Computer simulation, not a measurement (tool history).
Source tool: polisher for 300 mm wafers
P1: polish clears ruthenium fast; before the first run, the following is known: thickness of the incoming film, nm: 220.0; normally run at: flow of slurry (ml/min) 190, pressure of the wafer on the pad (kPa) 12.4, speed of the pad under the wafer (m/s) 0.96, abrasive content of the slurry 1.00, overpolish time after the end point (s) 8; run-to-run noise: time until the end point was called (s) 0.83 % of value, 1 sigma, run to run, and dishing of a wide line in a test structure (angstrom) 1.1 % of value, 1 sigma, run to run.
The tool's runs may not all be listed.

run	hour	flow of slurry (ml/min)	pressure of the wafer on the pad (kPa)	speed of the pad under the wafer (m/s)	abrasive content of the slurry	overpolish time after the end point (s)	wafers polished on this pad	hours since the slurry nozzle was cleaned	hours since the head pressure was calibrated	hours since the slurry blender was calibrated	time until the end point was called (s)	dishing of a wide line in a test structure (angstrom)
1	9.3	190	12.4	0.96	1.00	8	848	99.6	101.1	135.2	91.654	169.080
2	15.4	190	12.4	0.50	1.00	8	877	105.7	107.2	141.3	173.030	89.666
3	22.9	190	12.4	0.96	1.00	8	914	113.2	114.7	148.8	90.602	170.380
4	29.9	190	12.4	0.96	1.00	8	948	120.2	121.7	155.8	90.927	170.500
5	34.0	190	12.4	0.96	1.00	8	968	124.3	125.8	159.9	90.995	169.110
6	39.9	190	18.6	0.96	1.00	8	997	130.2	131.7	165.8	59.617	245.390
# hour 45.9: slurry nozzle cleaned
# hour 47.5: head pressure recalibrated
7	49.0	190	12.4	0.96	1.00	8	1041	3.2	1.6	174.9	91.149	167.810
8	53.8	190	12.4	0.96	0.75	2	1065	8.0	6.4	179.7	103.150	37.749
9	60.0	190	12.4	0.96	1.00	16	1095	14.2	12.6	185.9	90.223	320.500
10	66.8	190	12.4	0.96	1.00	8	1128	21.0	19.4	192.7	90.333	166.410
11	73.6	295	12.4	0.96	1.00	8	1161	27.8	26.2	199.5	85.577	180.240
12	80.5	190	12.4	1.50	1.00	8	1195	34.7	33.1	206.4	57.740	259.430
13	86.6	115	12.4	0.96	1.00	8	1225	40.8	39.2	212.5	98.799	154.460
14	91.6	190	12.4	0.96	1.00	4	1249	45.8	44.2	217.5	89.288	85.399
15	97.4	190	12.4	0.96	1.35	8	1278	51.6	50.0	223.3	79.694	187.880
16	104.4	190	12.4	0.96	0.55	8	1312	58.6	57.0	230.3	124.430	125.110
17	111.2	125	12.4	0.96	1.00	13	1345	65.4	63.8	237.1	95.756	253.620
18	119.5	190	5.5	0.96	1.00	8	1386	73.7	72.1	245.4	200.240	77.096
19	125.3	190	12.4	0.96	1.00	8	1414	79.5	77.9	251.2	91.081	165.900
20	134.2	190	12.4	0.96	1.00	8	1457	88.4	86.8	260.1	96.139	162.690
21	141.3	190	12.4	0.96	1.00	8	1492	95.5	93.9	267.2	99.332	153.960
22	145.9	190	12.4	0.96	1.00	8	1515	100.1	98.5	271.8	98.406	150.990
# hour 147.8: head pressure recalibrated
23	150.9	190	12.4	0.96	1.00	8	1539	105.1	3.2	276.8	100.150	151.050
24	159.3	190	12.4	0.96	1.00	8	1580	113.5	11.6	285.2	100.870	152.350
# hour 165.4: slurry nozzle cleaned
25	166.2	190	12.4	0.96	1.00	8	1614	0.9	18.5	292.1	101.050	147.090
26	171.2	190	12.4	0.96	1.00	8	1638	5.9	23.5	297.1	101.130	149.770

Predict the results of run 27:
27	178.9	190	12.4	0.96	1.00	8	1676	13.6	31.2	304.8	?	?

time until the end point was called (s): 103.640
dishing of a wide line in a test structure (angstrom): 150.510

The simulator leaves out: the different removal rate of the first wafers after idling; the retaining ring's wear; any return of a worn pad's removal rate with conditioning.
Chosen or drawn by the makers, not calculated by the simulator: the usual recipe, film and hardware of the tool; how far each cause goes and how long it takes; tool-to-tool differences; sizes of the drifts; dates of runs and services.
